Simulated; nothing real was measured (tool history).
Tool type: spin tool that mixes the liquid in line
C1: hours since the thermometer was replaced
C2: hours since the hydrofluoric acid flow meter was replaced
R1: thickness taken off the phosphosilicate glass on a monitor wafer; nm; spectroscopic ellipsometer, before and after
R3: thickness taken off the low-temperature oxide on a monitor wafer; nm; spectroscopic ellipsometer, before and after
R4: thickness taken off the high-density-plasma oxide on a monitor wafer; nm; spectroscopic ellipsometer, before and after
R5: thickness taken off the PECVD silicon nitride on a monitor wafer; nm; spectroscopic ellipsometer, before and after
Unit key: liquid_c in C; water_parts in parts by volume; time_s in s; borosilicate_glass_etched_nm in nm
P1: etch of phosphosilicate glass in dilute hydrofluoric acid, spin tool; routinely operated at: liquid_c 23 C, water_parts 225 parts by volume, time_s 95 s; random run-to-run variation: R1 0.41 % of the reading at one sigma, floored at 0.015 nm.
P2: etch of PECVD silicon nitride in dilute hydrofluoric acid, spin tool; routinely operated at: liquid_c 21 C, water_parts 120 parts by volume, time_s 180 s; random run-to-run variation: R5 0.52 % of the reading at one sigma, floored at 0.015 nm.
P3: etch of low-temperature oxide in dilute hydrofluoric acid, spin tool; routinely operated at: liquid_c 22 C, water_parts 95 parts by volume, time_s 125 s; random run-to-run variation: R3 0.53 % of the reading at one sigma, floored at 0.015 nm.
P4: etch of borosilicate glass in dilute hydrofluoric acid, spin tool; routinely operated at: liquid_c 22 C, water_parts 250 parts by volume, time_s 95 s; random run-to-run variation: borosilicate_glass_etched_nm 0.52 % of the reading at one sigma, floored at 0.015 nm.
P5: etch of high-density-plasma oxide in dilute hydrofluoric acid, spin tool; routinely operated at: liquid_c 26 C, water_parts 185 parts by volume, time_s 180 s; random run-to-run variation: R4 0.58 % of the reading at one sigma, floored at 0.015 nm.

{"run": 1, "hour": 17.8, "process": "P1", "liquid_c": 23, "water_parts": 225, "time_s": 95, "C1": 1154.2, "C2": 1322.5, "R1": 41.265}
{"run": 2, "hour": 36.0, "process": "P4", "liquid_c": 22, "water_parts": 450, "time_s": 95, "C1": 1172.4, "C2": 1340.7, "borosilicate_glass_etched_nm": 4.8947}
{"run": 3, "hour": 51.4, "process": "P3", "liquid_c": 30, "water_parts": 95, "time_s": 125, "C1": 1187.8, "C2": 1356.1, "R3": 57.071}
{"run": 4, "hour": 69.3, "process": "P1", "liquid_c": 18, "water_parts": 225, "time_s": 95, "C1": 1205.7, "C2": 1374, "R1": 34.209}
{"run": 5, "hour": 85.8, "process": "P5", "liquid_c": 26, "water_parts": 110, "time_s": 180, "C1": 1222.2, "C2": 1390.5, "R4": 16.709}
{"run": 6, "hour": 95.2, "process": "P1", "liquid_c": 23, "water_parts": 75, "time_s": 95, "C1": 1231.6, "C2": 1399.9, "R1": 147.84}
{"run": 7, "hour": 104.6, "process": "P4", "liquid_c": 22, "water_parts": 250, "time_s": 15, "C1": 1241, "C2": 1409.3, "borosilicate_glass_etched_nm": 1.6462}
{"run": 8, "hour": 114.0, "process": "P1", "liquid_c": 23, "water_parts": 350, "time_s": 95, "C1": 1250.4, "C2": 1418.7, "R1": 23.502}
{"run": 9, "hour": 127.5, "process": "P2", "liquid_c": 21, "water_parts": 120, "time_s": 15, "C1": 1263.9, "C2": 1432.2, "R5": 0.45409}
{"run": 10, "hour": 136.7, "process": "P1", "liquid_c": 23, "water_parts": 225, "time_s": 95, "C1": 1273.1, "C2": 1441.4, "R1": 41.703}
{"run": 11, "hour": 145.0, "process": "P1", "liquid_c": 23, "water_parts": 225, "time_s": 95, "C1": 1281.4, "C2": 1449.7, "R1": 41.04}
{"run": 12, "hour": 153.7, "process": "P4", "liquid_c": 17, "water_parts": 250, "time_s": 95, "C1": 1290.1, "C2": 1458.4, "borosilicate_glass_etched_nm": 8.7123}
{"run": 13, "hour": 162.5, "process": "P5", "liquid_c": 26, "water_parts": 185, "time_s": 180, "C1": 1298.9, "C2": 1467.2, "R4": 9.1602}
{"run": 14, "hour": 173.7, "process": "P1", "liquid_c": 23, "water_parts": 225, "time_s": 95, "C1": 1310.1, "C2": 1478.4, "R1": 41.498}
{"run": 15, "hour": 189.0, "process": "P1", "liquid_c": 23, "water_parts": 225, "time_s": 140, "C1": 1325.4, "C2": 1493.7, "R1": 61.043}
{"run": 16, "hour": 203.0, "process": "P3", "liquid_c": 22, "water_parts": 40, "time_s": 125, "C1": 1339.4, "C2": 1507.7, "R3": 105.5}
{"run": 17, "hour": 216.6, "process": "P3", "liquid_c": 22, "water_parts": 95, "time_s": 125, "C1": 1353, "C2": 1521.3, "R3": 41.758}
{"run": 18, "hour": 232.2, "process": "P1", "liquid_c": 23, "water_parts": 225, "time_s": 50, "C1": 1368.6, "C2": 1536.9, "R1": 21.888}
{"run": 19, "hour": 243.5, "process": "P3", "liquid_c": 22, "water_parts": 95, "time_s": 15, "C1": 1379.9, "C2": 1548.2, "R3": 5.0013}
{"run": 20, "hour": 260.7, "process": "P2", "liquid_c": 21, "water_parts": 120, "time_s": 180, "C1": 1397.1, "C2": 1565.4, "R5": 5.5173}

Run 21 has not been measured yet. What should we expect?
{"run": 21, "hour": 277.1, "process": "P1", "liquid_c": 23, "water_parts": 140, "time_s": 55, "C1": 1413.5, "C2": 1581.8, "R1": "?"}

R1: 42.368 nm
